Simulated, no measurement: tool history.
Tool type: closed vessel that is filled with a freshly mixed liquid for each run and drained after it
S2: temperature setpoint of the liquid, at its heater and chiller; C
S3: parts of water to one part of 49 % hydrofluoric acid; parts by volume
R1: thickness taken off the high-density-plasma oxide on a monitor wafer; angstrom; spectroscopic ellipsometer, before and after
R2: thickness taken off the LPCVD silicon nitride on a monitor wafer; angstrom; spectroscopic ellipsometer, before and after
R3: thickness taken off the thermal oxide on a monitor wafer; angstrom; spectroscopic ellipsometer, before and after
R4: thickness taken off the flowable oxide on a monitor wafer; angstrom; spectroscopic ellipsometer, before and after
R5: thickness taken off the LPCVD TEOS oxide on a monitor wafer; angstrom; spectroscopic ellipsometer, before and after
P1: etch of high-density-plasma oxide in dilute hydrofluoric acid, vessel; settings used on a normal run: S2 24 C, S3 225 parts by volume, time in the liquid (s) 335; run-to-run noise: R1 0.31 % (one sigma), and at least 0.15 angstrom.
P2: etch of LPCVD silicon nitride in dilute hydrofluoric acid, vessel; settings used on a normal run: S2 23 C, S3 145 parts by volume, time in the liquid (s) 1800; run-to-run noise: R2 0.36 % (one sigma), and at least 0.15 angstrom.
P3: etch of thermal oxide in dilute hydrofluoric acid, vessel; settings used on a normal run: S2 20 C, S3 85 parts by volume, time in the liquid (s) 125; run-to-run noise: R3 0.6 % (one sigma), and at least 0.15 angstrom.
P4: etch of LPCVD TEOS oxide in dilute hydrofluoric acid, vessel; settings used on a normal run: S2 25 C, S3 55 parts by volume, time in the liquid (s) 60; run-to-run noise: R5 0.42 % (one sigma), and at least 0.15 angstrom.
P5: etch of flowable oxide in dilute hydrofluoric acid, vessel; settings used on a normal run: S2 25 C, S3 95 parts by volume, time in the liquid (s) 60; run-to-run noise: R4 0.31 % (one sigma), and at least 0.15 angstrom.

{"run": 1, "hour": 4.5, "process that ran": "P1", "S2": 24, "S3": 225, "time in the liquid (s)": 335, "R1": 104.2}
{"run": 2, "hour": 10.3, "process that ran": "P1", "S2": 30, "S3": 225, "time in the liquid (s)": 335, "R1": 128.54}
{"run": 3, "hour": 19.6, "process that ran": "P1", "S2": 24, "S3": 225, "time in the liquid (s)": 595, "R1": 184.29}
{"run": 4, "hour": 25.0, "process that ran": "P1", "S2": 30, "S3": 115, "time in the liquid (s)": 335, "R1": 289.25}
{"run": 5, "hour": 32.1, "process that ran": "P1", "S2": 24, "S3": 225, "time in the liquid (s)": 335, "R1": 104.61}
{"run": 6, "hour": 37.4, "process that ran": "P2", "S2": 23, "S3": 145, "time in the liquid (s)": 1800, "R2": 57.48}
{"run": 7, "hour": 45.1, "process that ran": "P3", "S2": 20, "S3": 125, "time in the liquid (s)": 125, "R3": 36.876}
{"run": 8, "hour": 54.6, "process that ran": "P5", "S2": 25, "S3": 95, "time in the liquid (s)": 60, "R4": 189.46}
{"run": 9, "hour": 64.4, "process that ran": "P5", "S2": 25, "S3": 180, "time in the liquid (s)": 60, "R4": 90.192}
{"run": 10, "hour": 72.3, "process that ran": "P1", "S2": 24, "S3": 225, "time in the liquid (s)": 335, "R1": 104.36}
{"run": 11, "hour": 82.1, "process that ran": "P2", "S2": 23, "S3": 145, "time in the liquid (s)": 3345, "R2": 106.62}
{"run": 12, "hour": 91.1, "process that ran": "P3", "S2": 20, "S3": 85, "time in the liquid (s)": 125, "R3": 56.68}
{"run": 13, "hour": 97.6, "process that ran": "P2", "S2": 23, "S3": 145, "time in the liquid (s)": 1800, "R2": 57.621}
{"run": 14, "hour": 104.9, "process that ran": "P1", "S2": 17, "S3": 225, "time in the liquid (s)": 335, "R1": 79.345}
{"run": 15, "hour": 111.6, "process that ran": "P4", "S2": 25, "S3": 30, "time in the liquid (s)": 60, "R5": 782.84}
{"run": 16, "hour": 118.7, "process that ran": "P4", "S2": 25, "S3": 55, "time in the liquid (s)": 30, "R5": 207.32}
{"run": 17, "hour": 123.8, "process that ran": "P1", "S2": 24, "S3": 225, "time in the liquid (s)": 165, "R1": 51.08}
{"run": 18, "hour": 132.3, "process that ran": "P2", "S2": 23, "S3": 245, "time in the liquid (s)": 1800, "R2": 34.51}
{"run": 19, "hour": 139.7, "process that ran": "P3", "S2": 17, "S3": 85, "time in the liquid (s)": 125, "R3": 49.649}
{"run": 20, "hour": 149.3, "process that ran": "P1", "S2": 24, "S3": 225, "time in the liquid (s)": 335, "R1": 104.06}
{"run": 21, "hour": 159.4, "process that ran": "P4", "S2": 32, "S3": 55, "time in the liquid (s)": 60, "R5": 550.53}
{"run": 22, "hour": 167.3, "process that ran": "P5", "S2": 25, "S3": 95, "time in the liquid (s)": 95, "R4": 301.43}
{"run": 23, "hour": 172.3, "process that ran": "P3", "S2": 20, "S3": 85, "time in the liquid (s)": 125, "R3": 56.726}
{"run": 24, "hour": 180.1, "process that ran": "P4", "S2": 25, "S3": 55, "time in the liquid (s)": 60, "R5": 416.83}
{"run": 25, "hour": 187.0, "process that ran": "P5", "S2": 33.5, "S3": 95, "time in the liquid (s)": 60, "R4": 261.42}
{"run": 26, "hour": 192.2, "process that ran": "P1", "S2": 24, "S3": 130, "time in the liquid (s)": 335, "R1": 200.53}

Predict the results of run 27:
{"run": 27, "hour": 199.2, "process that ran": "P1", "S2": 24, "S3": 225, "time in the liquid (s)": 335, "R1": "?"}

{"run 27": {"R1": 104.19}}
